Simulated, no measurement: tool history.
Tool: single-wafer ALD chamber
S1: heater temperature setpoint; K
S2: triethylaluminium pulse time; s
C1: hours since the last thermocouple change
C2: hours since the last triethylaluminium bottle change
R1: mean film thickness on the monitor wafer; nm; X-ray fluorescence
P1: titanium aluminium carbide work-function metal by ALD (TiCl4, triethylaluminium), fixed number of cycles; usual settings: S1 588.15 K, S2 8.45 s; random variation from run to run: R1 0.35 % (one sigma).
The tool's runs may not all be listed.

run 1 hour=6.8 | S1=588.15 S2=8.45 | C1=218.1 C2=378.6 | R1=2.0967
run 2 hour=10.8 | S1=607.15 S2=5.62 | C1=222.1 C2=382.6 | R1=2.0395
run 3 hour=14.1 | S1=588.15 S2=8.45 | C1=225.4 C2=385.9 | R1=2.0865
run 4 hour=20.2 | S1=588.15 S2=8.45 | C1=231.5 C2=392 | R1=2.0934
run 5 hour=26.6 | S1=588.15 S2=12.39 | C1=237.9 C2=398.4 | R1=2.1738
run 6 hour=32.3 | S1=611.15 S2=8.45 | C1=243.6 C2=404.1 | R1=2.2919
run 7 hour=35.6 | S1=564.15 S2=8.45 | C1=246.9 C2=407.4 | R1=1.8978
run 8 hour=42.2 | S1=588.15 S2=8.45 | C1=253.5 C2=414 | R1=2.1008
-- hour=45.5 thermocouple changed; heater temperature recalibrated
run 9 hour=49.3 | S1=588.15 S2=2.88 | C1=3.9 C2=421.1 | R1=1.4007
run 10 hour=55.4 | S1=588.15 S2=8.45 | C1=10 C2=427.2 | R1=2.1038
run 11 hour=61.2 | S1=588.15 S2=8.45 | C1=15.8 C2=433 | R1=2.0816
run 12 hour=68.4 | S1=588.15 S2=8.45 | C1=23 C2=440.2 | R1=2.0554

Run 13 comes next. What will it give?
run 13 hour=74.4 | S1=588.15 S2=8.45 | C1=29 C2=446.2 | R1=?

{"run 13": {"R1": 2.0518}}
